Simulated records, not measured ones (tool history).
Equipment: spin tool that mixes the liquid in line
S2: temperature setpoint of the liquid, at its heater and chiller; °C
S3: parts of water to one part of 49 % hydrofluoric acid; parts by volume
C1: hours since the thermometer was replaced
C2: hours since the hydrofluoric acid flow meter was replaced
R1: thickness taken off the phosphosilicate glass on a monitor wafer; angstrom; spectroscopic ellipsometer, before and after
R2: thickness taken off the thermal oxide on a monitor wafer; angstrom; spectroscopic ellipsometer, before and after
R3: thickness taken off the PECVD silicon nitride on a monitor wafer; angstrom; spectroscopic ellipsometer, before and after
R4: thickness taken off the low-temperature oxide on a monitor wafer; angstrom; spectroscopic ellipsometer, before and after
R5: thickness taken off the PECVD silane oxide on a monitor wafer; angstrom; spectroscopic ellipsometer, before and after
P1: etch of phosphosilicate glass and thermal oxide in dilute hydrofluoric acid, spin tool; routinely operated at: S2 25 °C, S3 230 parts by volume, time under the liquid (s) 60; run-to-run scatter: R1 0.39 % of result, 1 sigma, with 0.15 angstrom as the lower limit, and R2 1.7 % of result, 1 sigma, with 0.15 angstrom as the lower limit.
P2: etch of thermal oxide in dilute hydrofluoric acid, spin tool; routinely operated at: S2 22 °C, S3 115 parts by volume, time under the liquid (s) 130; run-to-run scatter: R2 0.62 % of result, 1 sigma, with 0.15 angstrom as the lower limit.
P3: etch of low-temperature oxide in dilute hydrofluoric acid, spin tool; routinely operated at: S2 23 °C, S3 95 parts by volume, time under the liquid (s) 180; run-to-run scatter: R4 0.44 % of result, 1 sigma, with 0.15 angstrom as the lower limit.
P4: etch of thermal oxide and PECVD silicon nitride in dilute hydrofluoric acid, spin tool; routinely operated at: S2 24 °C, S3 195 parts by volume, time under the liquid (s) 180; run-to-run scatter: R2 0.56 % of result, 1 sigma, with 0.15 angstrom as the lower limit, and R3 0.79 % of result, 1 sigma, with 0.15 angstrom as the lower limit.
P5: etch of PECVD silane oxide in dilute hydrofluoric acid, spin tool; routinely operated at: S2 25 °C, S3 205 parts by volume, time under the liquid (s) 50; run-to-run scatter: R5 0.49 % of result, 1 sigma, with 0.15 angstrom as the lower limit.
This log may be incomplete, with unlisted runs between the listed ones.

Run 1, hour 4.4: process that ran P1, S2 25 °C, S3 230 parts by volume, time under the liquid (s) 60; C1 1719.8; C2 551.4. Result: R1 245.59 angstrom, R2 11.603 angstrom.
Run 2, hour 8.9: process that ran P4, S2 24 °C, S3 195 parts by volume, time under the liquid (s) 180; C1 1724.3; C2 555.9. Result: R2 37.913 angstrom, R3 32.633 angstrom.
Run 3, hour 12.4: process that ran P1, S2 25 °C, S3 230 parts by volume, time under the liquid (s) 85; C1 1727.8; C2 559.4. Result: R1 346.97 angstrom, R2 15.938 angstrom.
Run 4, hour 17.2: process that ran P1, S2 29 °C, S3 230 parts by volume, time under the liquid (s) 100; C1 1732.6; C2 564.2. Result: R1 473.74 angstrom, R2 22.019 angstrom.
Run 5, hour 20.7: process that ran P1, S2 25 °C, S3 230 parts by volume, time under the liquid (s) 60; C1 1736.1; C2 567.7. Result: R1 245.01 angstrom, R2 11.585 angstrom.
Run 6, hour 25: process that ran P4, S2 19 °C, S3 195 parts by volume, time under the liquid (s) 180; C1 1740.4; C2 572. Result: R2 30.978 angstrom, R3 23.829 angstrom.
Run 7, hour 29.6: process that ran P1, S2 25 °C, S3 230 parts by volume, time under the liquid (s) 60; C1 1745; C2 576.6. Result: R1 245.58 angstrom, R2 10.9 angstrom.
Run 8, hour 32.6: process that ran P1, S2 25 °C, S3 380 parts by volume, time under the liquid (s) 60; C1 1748; C2 579.6. Result: R1 127.2 angstrom, R2 6.0054 angstrom.
Run 9, hour 36.4: process that ran P2, S2 22 °C, S3 115 parts by volume, time under the liquid (s) 195; C1 1751.8; C2 583.4. Result: R2 73.968 angstrom.
Run 10, hour 40.4: process that ran P2, S2 28.5 °C, S3 115 parts by volume, time under the liquid (s) 130; C1 1755.8; C2 587.4. Result: R2 63.046 angstrom.
Run 11, hour 44.4: process that ran P3, S2 23 °C, S3 95 parts by volume, time under the liquid (s) 300; C1 1759.8; C2 591.4. Result: R4 572.79 angstrom.
Run 12, hour 47.6: process that ran P3, S2 23 °C, S3 95 parts by volume, time under the liquid (s) 180; C1 1763; C2 594.6. Result: R4 345.22 angstrom.
Run 13, hour 51: process that ran P5, S2 25 °C, S3 205 parts by volume, time under the liquid (s) 95; C1 1766.4; C2 598. Result: R5 87.807 angstrom.
Run 14, hour 56.3: process that ran P3, S2 17 °C, S3 95 parts by volume, time under the liquid (s) 180; C1 1771.7; C2 603.3. Result: R4 269.71 angstrom.
Run 15, hour 59.9: process that ran P1, S2 25 °C, S3 230 parts by volume, time under the liquid (s) 20; C1 1775.3; C2 606.9. Result: R1 81.658 angstrom, R2 3.9506 angstrom.
Run 16, hour 63.7: process that ran P2, S2 22 °C, S3 115 parts by volume, time under the liquid (s) 130; C1 1779.1; C2 610.7. Result: R2 49.678 angstrom.
Run 17, hour 69: process that ran P1, S2 25 °C, S3 230 parts by volume, time under the liquid (s) 60; C1 1784.4; C2 616. Result: R1 245.2 angstrom, R2 11.043 angstrom.
Run 18, hour 72.9: process that ran P4, S2 24 °C, S3 195 parts by volume, time under the liquid (s) 340; C1 1788.3; C2 619.9. Result: R2 71.316 angstrom, R3 62.98 angstrom.
Run 19, hour 76: process that ran P5, S2 25 °C, S3 205 parts by volume, time under the liquid (s) 50; C1 1791.4; C2 623. Result: R5 46.396 angstrom.
Run 20, hour 80.6: process that ran P1, S2 29.5 °C, S3 230 parts by volume, time under the liquid (s) 60; C1 1796; C2 627.6. Result: R1 284.71 angstrom, R2 12.798 angstrom.
Run 21, hour 84.3: process that ran P2, S2 22 °C, S3 170 parts by volume, time under the liquid (s) 130; C1 1799.7; C2 631.3. Result: R2 31.603 angstrom.
Run 22, hour 86.8: process that ran P2, S2 22 °C, S3 115 parts by volume, time under the liquid (s) 130; C1 1802.2; C2 633.8. Result: R2 49.753 angstrom.
Run 23, hour 91.1: process that ran P1, S2 25 °C, S3 230 parts by volume, time under the liquid (s) 60; C1 1806.5; C2 638.1. Result: R1 245.41 angstrom, R2 11.418 angstrom.
Run 24, hour 95.9: process that ran P1, S2 20 °C, S3 230 parts by volume, time under the liquid (s) 60; C1 1811.3; C2 642.9. Result: R1 204.42 angstrom, R2 9.3576 angstrom.
Run 25, hour 100.8: process that ran P3, S2 23 °C, S3 95 parts by volume, time under the liquid (s) 180; C1 1816.2; C2 647.8. Result: R4 343.53 angstrom.
Run 26, hour 104.6: process that ran P1, S2 25 °C, S3 100 parts by volume, time under the liquid (s) 60; C1 1820; C2 651.6. Result: R1 658.81 angstrom, R2 29.438 angstrom.
Run 27, hour 108.3: process that ran P5, S2 25 °C, S3 330 parts by volume, time under the liquid (s) 50; C1 1823.7; C2 655.3. Result: R5 25.576 angstrom.
Run 28, hour 111.8: process that ran P3, S2 23 °C, S3 170 parts by volume, time under the liquid (s) 180; C1 1827.2; C2 658.8. Result: R4 178 angstrom.
Run 29, hour 117.2: process that ran P5, S2 31.5 °C, S3 205 parts by volume, time under the liquid (s) 50; C1 1832.6; C2 664.2. Result: R5 58.396 angstrom.
Run 30, hour 121.1: process that ran P4, S2 24 °C, S3 25 parts by volume, time under the liquid (s) 180; C1 1836.5; C2 668.1. Result: R2 363.29 angstrom, R3 249.33 angstrom.
Run 31, hour 125.8: process that ran P1, S2 25 °C, S3 230 parts by volume, time under the liquid (s) 60; C1 1841.2; C2 672.8. Result: R1 245.7 angstrom, R2 11.676 angstrom.
Run 32, hour 130.7: process that ran P1, S2 25 °C, S3 230 parts by volume, time under the liquid (s) 60; C1 1846.1; C2 677.7. Result: R1 239.21 angstrom, R2 11.015 angstrom.
Run 33, hour 134.3: process that ran P1, S2 25 °C, S3 230 parts by volume, time under the liquid (s) 60; C1 1849.7; C2 681.3. Result: R1 236 angstrom, R2 10.441 angstrom.
Run 34, hour 138.7: process that ran P1, S2 25 °C, S3 230 parts by volume, time under the liquid (s) 60; C1 1854.1; C2 685.7. Result: R1 232.88 angstrom, R2 10.658 angstrom.
Run 35, hour 143.2: process that ran P1, S2 25 °C, S3 230 parts by volume, time under the liquid (s) 60; C1 1858.6; C2 690.2. Result: R1 228.67 angstrom, R2 10.97 angstrom.
Run 36, hour 146.1: process that ran P1, S2 25 °C, S3 230 parts by volume, time under the liquid (s) 60; C1 1861.5; C2 693.1. Result: R1 230.27 angstrom, R2 10.183 angstrom.
Run 37, hour 149.1: process that ran P1, S2 25 °C, S3 230 parts by volume, time under the liquid (s) 60; C1 1864.5; C2 696.1. Result: R1 228.89 angstrom, R2 10.313 angstrom.
Run 38, hour 153.1: process that ran P1, S2 25 °C, S3 230 parts by volume, time under the liquid (s) 60; C1 1868.5; C2 700.1. Result: R1 227.25 angstrom, R2 10.538 angstrom.
Run 39, hour 156.3: process that ran P1, S2 25 °C, S3 230 parts by volume, time under the liquid (s) 60; C1 1871.7; C2 703.3. Result: R1 228.39 angstrom, R2 10.552 angstrom.
Run 40, hour 159.9: process that ran P1, S2 25 °C, S3 230 parts by volume, time under the liquid (s) 60; C1 1875.3; C2 706.9. Result: R1 227.65 angstrom, R2 10.216 angstrom.
Run 41, hour 162.4: process that ran P1, S2 25 °C, S3 230 parts by volume, time under the liquid (s) 60; C1 1877.8; C2 709.4. Result: R1 227.28 angstrom, R2 10.418 angstrom.
Run 42, hour 165.8: process that ran P1, S2 25 °C, S3 230 parts by volume, time under the liquid (s) 60; C1 1881.2; C2 712.8. Result: R1 226.63 angstrom, R2 10.319 angstrom.

Something has made what P1 gives creep away from where it was; the 2 causes below, each at its own stated size, fit the log equally well:
A: hydrofluoric acid flow below the setpoint (%) = 5.81
B: liquid colder than its thermometer reads (K) = 2.07
The creep began at about hour 125.8.

Question marks stand in for the results of the 4 check runs listed below, each run on one wafer. Under which run would the listed causes show clearly different results?
Run check 1, hour 169.2: process that ran P4, S2 24 °C, S3 75 parts by volume, time under the liquid (s) 180. Result: R2 ?, R3 ?.
Run check 2, hour 169.2: process that ran P3, S2 23 °C, S3 155 parts by volume, time under the liquid (s) 180. Result: R4 ?.
Run check 3, hour 169.2: process that ran P5, S2 25 °C, S3 295 parts by volume, time under the liquid (s) 90. Result: R5 ?.
Run check 4, hour 169.2: process that ran P2, S2 27.5 °C, S3 155 parts by volume, time under the liquid (s) 130. Result: R2 ?.

Check results expected under each cause:
  check  result    if A    if B
check 1      R2  106.02  104.08
check 1      R3  80.536  74.338
check 2      R4  184.08  182.23
check 3      R5   48.94  49.221
check 4      R2  40.052  39.839
Gap, in per cent, between the two causes that each check separates least, read from the result that separates them most: check 1 8.01 %; check 2 1.01 %; check 3 0.57 %; check 4 0.54 %
Check 1 distinguishes between the causes, while the remaining checks would return nearly the same result for all of them.

Check 1 was carried out, with these results: R2 105.12 angstrom; R3 81.396 angstrom. Which of the listed causes is responsible?

Of the candidate causes, it is A: hydrofluoric acid flow below the setpoint (%).

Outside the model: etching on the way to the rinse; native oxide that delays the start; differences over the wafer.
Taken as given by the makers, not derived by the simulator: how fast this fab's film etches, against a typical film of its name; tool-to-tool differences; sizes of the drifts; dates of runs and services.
